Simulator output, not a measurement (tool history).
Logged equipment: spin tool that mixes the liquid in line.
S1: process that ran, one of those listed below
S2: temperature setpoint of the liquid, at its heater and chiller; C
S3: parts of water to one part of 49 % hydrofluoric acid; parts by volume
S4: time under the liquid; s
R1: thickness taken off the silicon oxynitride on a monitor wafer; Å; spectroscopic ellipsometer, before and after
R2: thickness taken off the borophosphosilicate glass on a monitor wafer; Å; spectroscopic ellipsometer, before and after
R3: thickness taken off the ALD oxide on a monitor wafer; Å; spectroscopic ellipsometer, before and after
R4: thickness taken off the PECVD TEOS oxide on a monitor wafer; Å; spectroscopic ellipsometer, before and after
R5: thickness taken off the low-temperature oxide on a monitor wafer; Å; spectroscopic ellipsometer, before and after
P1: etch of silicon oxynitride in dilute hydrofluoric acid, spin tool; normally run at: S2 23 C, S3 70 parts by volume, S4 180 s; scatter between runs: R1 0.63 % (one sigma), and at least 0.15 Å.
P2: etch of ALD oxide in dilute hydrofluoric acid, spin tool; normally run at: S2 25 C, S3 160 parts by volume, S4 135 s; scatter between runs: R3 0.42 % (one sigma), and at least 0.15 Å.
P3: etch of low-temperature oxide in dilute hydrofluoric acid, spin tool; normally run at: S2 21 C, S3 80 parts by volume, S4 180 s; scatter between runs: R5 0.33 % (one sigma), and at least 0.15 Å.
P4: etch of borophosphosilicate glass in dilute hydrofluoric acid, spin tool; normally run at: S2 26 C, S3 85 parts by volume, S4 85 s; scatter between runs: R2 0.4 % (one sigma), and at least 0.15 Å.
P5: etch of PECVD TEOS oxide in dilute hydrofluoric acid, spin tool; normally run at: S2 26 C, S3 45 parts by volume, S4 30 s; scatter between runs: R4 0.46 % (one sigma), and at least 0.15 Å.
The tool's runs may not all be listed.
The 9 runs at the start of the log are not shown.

Run 10, hour 135.1: S1 P1, S2 17 C, S3 120 parts by volume, S4 180 s. Result: R1 15.119 Å.
Run 11, hour 151.7: S1 P1, S2 23 C, S3 70 parts by volume, S4 275 s. Result: R1 54.690 Å.
Run 12, hour 170.6: S1 P2, S2 25 C, S3 160 parts by volume, S4 135 s. Result: R3 117.85 Å.
Run 13, hour 182.9: S1 P5, S2 26 C, S3 45 parts by volume, S4 45 s. Result: R4 285.47 Å.
Run 14, hour 191.1: S1 P4, S2 26 C, S3 85 parts by volume, S4 25 s. Result: R2 114.29 Å.
Run 15, hour 201.0: S1 P5, S2 26 C, S3 20 parts by volume, S4 30 s. Result: R4 442.82 Å.
Run 16, hour 210.7: S1 P4, S2 21 C, S3 85 parts by volume, S4 85 s. Result: R2 314.50 Å.
Run 17, hour 222.1: S1 P3, S2 21 C, S3 80 parts by volume, S4 180 s. Result: R5 310.96 Å.
Run 18, hour 236.8: S1 P1, S2 23 C, S3 70 parts by volume, S4 180 s. Result: R1 35.269 Å.
Run 19, hour 249.5: S1 P4, S2 26 C, S3 20 parts by volume, S4 85 s. Result: R2 1795.50 Å.

What does the tool deliver on the next run?
Run 20, hour 263.0: S1 P5, S2 19 C, S3 45 parts by volume, S4 30 s. Result: R4 ?.

Run 20 yielded R4 140.61 Å.

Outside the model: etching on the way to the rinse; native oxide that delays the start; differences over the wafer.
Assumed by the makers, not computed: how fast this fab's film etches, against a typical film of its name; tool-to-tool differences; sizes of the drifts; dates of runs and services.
